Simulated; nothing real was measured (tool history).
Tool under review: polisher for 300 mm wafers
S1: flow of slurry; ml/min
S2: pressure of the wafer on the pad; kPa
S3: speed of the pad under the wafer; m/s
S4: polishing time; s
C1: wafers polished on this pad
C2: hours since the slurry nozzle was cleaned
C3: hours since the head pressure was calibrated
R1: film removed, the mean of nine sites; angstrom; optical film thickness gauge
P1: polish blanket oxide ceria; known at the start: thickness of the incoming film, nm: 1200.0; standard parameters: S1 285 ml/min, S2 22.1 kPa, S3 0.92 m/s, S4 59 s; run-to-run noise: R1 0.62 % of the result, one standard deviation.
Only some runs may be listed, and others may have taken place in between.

run   hour   S1    S2    S3  S4    C1     C2      C3      R1
  1    9.5  285  22.1  0.92  59   321  184.8   724.2  2164.5
  2   20.5  285  22.1  0.92  27   438  195.8   735.2  992.69
  3   29.8  385  22.1  1.28  59   538  205.1   744.5  3100.2
  4     40  360  22.1  0.92  59   646  215.3   754.7  2195.1
  5     58  285  22.1   1.4  59   838  233.3   772.7  3279.3
      65.7  -- worn pad replaced by a new one
  6   66.2  285  22.1  0.92  59     6  241.5   780.9  2131.3
  7   75.6  200  22.1  0.92  59   106  250.9   790.3  2066.7
  8   93.7  285  14.5  0.92  42   299    269   808.4  1002.7
  9  107.9  285  22.1  0.92  59   450  283.2   822.6  2153.9
 10  116.9  285  12.4  0.92  59   546  292.2   831.6  1209.9
 11  132.9  285  33.8  0.92  59   717  308.2   847.6    3260
 12  142.5  285  22.1  0.92  85   819  317.8   857.2  3096.8
 13  160.6  285  22.1  0.92  59  1012  335.9   875.3  2166.7
 14  170.3  285  22.1  0.42  59  1115  345.6     885  981.16
 15  178.5  285  22.1  0.92  59  1203  353.8   893.2  2159.6
 16  196.7  285  22.1  0.92  59  1397    372   911.4  2179.3
 17  206.1  285  22.1  0.92  59  1497  381.4   920.8  2126.1
 18  223.2  285  22.1  0.92  59  1679  398.5   937.9  2080.7
 19  235.3  285  22.1  0.92  59  1808  410.6     950  2096.2
 20  252.8  285  22.1  0.92  59  1994  428.1   967.5  2051.1
     263.1  -- worn pad replaced by a new one
 21  264.7  285  22.1  0.92  59    17    440   979.4    2045
 22  272.9  285  22.1  0.92  59   104  448.2   987.6  2052.4
 23  283.9  285  22.1  0.92  59   221  459.2   998.6  2049.3
 24    293  285  22.1  0.92  59   318  468.3  1007.7  2052.4
 25  308.8  285  22.1  0.92  59   487  484.1  1023.5  2018.4
 26  320.8  285  22.1  0.92  59   615  496.1  1035.5  2035.7

The output of P1 has drifted from where it used to be. Each of the 2 causes below, taken at the size shown beside it, accounts for the log equally well:
A: head's pressure below its setpoint, % = 5.37
B: slurry flow missing at the pad, % = 37.2
The drift started at roughly hour 196.7.
Ruled out, with reasons:
removal rate lost through wear of the pad, %: serviced after onset, at hour 263.1, with no recovery of the prior output

You are offered 4 check runs, listed below with question marks in place of their results; each one averages 5 wafers. Which run separates the listed causes by giving clearly different results for each?
check 1  332.8  285  29.6  0.92  59               ?
check 2  332.8  285  31.7  0.92  29               ?
check 3  332.8  200  22.1  0.56  59               ?
check 4  332.8  285  27.6  1.28  59               ?

What every check run would give for each of its results, assuming each possible cause in turn:
  check  result    if A    if B
check 1      R1  2747.8  2747.9
check 2      R1  1444.8  1444.9
check 3      R1  1196.3  1170.6
check 4      R1  3556.3  3556.5
How far apart the two closest causes lie, in the result that separates them most: check 1 0 %; check 2 0 %; check 3 2.17 %; check 4 0 %
Check 3 tells the causes apart: in the others they would give nearly the same result.

Then check 3 was run and gave: R1 1191.9 angstrom. Which cause is it?

The correct cause is A, namely: head's pressure below its setpoint, %.

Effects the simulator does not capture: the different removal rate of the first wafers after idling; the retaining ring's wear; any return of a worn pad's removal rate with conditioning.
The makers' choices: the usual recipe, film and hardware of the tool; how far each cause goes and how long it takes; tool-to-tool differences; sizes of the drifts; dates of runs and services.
